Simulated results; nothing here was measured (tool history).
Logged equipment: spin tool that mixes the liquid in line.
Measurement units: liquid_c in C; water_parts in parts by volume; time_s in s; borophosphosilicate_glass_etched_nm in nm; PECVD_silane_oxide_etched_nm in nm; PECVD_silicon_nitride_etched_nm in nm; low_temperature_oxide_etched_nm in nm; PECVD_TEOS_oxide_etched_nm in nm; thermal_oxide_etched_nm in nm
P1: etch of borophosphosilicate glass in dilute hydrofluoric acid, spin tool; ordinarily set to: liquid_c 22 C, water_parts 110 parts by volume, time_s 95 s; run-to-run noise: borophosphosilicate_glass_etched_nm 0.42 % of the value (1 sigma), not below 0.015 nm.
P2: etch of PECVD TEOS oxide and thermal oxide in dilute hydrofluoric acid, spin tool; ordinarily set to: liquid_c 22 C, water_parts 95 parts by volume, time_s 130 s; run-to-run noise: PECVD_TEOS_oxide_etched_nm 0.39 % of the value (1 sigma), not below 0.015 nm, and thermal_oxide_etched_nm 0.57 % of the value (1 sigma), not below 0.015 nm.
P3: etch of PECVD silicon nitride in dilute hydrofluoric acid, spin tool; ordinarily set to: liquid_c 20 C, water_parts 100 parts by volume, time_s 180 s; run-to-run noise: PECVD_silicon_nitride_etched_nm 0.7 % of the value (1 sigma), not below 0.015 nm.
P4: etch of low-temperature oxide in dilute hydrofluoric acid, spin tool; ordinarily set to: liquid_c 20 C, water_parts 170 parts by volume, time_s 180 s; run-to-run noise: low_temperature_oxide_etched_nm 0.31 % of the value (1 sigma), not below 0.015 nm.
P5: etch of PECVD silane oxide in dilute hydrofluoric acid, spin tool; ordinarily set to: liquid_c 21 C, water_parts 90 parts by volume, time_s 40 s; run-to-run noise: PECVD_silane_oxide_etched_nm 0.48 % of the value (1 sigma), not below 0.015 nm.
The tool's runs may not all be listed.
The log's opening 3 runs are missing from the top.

| run | hour | process | liquid_c | water_parts | time_s | hours since the thermometer was replaced | hours since the hydrofluoric acid flow meter was replaced | borophosphosilicate_glass_etched_nm | PECVD_silane_oxide_etched_nm | PECVD_silicon_nitride_etched_nm | low_temperature_oxide_etched_nm | PECVD_TEOS_oxide_etched_nm | thermal_oxide_etched_nm |
|---|---|---|---|---|---|---|---|---|---|---|---|---|---|
| 4 | 46.3 | P1 | 22 | 110 | 140 | 794.7 | 488.6 | 84.386 |  |  |  |  |  |
| 5 | 57.6 | P1 | 22 | 110 | 95 | 806 | 499.9 | 57.255 |  |  |  |  |  |
| 6 | 71.8 | P5 | 25 | 90 | 40 | 820.2 | 514.1 |  | 15.413 |  |  |  |  |
| 7 | 87.7 | P1 | 17 | 110 | 95 | 836.1 | 530 | 46.619 |  |  |  |  |  |
| 8 | 100.5 | P1 | 22 | 155 | 95 | 848.9 | 542.8 | 38.378 |  |  |  |  |  |
| 9 | 115.8 | P3 | 20 | 100 | 180 | 864.2 | 558.1 |  |  | 3.3672 |  |  |  |
| 10 | 126.3 | P3 | 20 | 100 | 180 | 874.7 | 568.6 |  |  | 3.3976 |  |  |  |
| 11 | 135.1 | P4 | 20 | 170 | 90 | 883.5 | 577.4 |  |  |  | 14.713 |  |  |
| 12 | 142.4 | P2 | 22 | 165 | 130 | 890.8 | 584.7 |  |  |  |  | 11.767 | 3.0716 |
| 13 | 152 | P1 | 22 | 60 | 95 | 900.4 | 594.3 | 110.41 |  |  |  |  |  |
| 14 | 159.4 | P4 | 20 | 170 | 180 | 907.8 | 601.7 |  |  |  | 29.189 |  |  |
| 15 | 168.8 | P4 | 20 | 170 | 180 | 917.2 | 611.1 |  |  |  | 29.363 |  |  |
| 16 | 181.1 | P1 | 22 | 110 | 95 | 929.5 | 623.4 | 57.365 |  |  |  |  |  |
| 17 | 194.2 | P1 | 22 | 110 | 40 | 942.6 | 636.5 | 23.953 |  |  |  |  |  |
| 18 | 202.6 | P3 | 20 | 100 | 340 | 951 | 644.9 |  |  | 6.4383 |  |  |  |
| 19 | 209.5 | P1 | 22 | 35 | 165 | 957.9 | 651.8 | 342.88 |  |  |  |  |  |
|  | 213.9 | hydrofluoric acid flow meter replaced |
| 20 | 219.7 | P2 | 22 | 95 | 265 | 968.1 | 5.8 |  |  |  |  | 45.155 | 11.742 |
| 21 | 234.1 | P3 | 17 | 100 | 180 | 982.5 | 20.2 |  |  | 2.7745 |  |  |  |
| 22 | 242.1 | P4 | 20 | 310 | 180 | 990.5 | 28.2 |  |  |  | 14.135 |  |  |
| 23 | 250.1 | P1 | 27.5 | 110 | 170 | 998.5 | 36.2 | 126.37 |  |  |  |  |  |
| 24 | 263.2 | P3 | 20 | 150 | 180 | 1011.6 | 49.3 |  |  | 2.3072 |  |  |  |
| 25 | 274.8 | P1 | 22 | 110 | 95 | 1023.2 | 60.9 | 57.126 |  |  |  |  |  |
| 26 | 287.2 | P2 | 22 | 95 | 130 | 1035.6 | 73.3 |  |  |  |  | 22.168 | 5.7842 |
| 27 | 301.2 | P5 | 21 | 90 | 40 | 1049.6 | 87.3 |  | 13.163 |  |  |  |  |
| 28 | 312.8 | P2 | 22 | 95 | 130 | 1061.2 | 98.9 |  |  |  |  | 22.181 | 5.7268 |

Expected results for the next run?
| 29 | 328.3 | P4 | 26 | 170 | 180 | 1076.7 | 114.4 |  |  |  | ? |  |  |

Run 29 gave low_temperature_oxide_etched_nm 37.098 nm.

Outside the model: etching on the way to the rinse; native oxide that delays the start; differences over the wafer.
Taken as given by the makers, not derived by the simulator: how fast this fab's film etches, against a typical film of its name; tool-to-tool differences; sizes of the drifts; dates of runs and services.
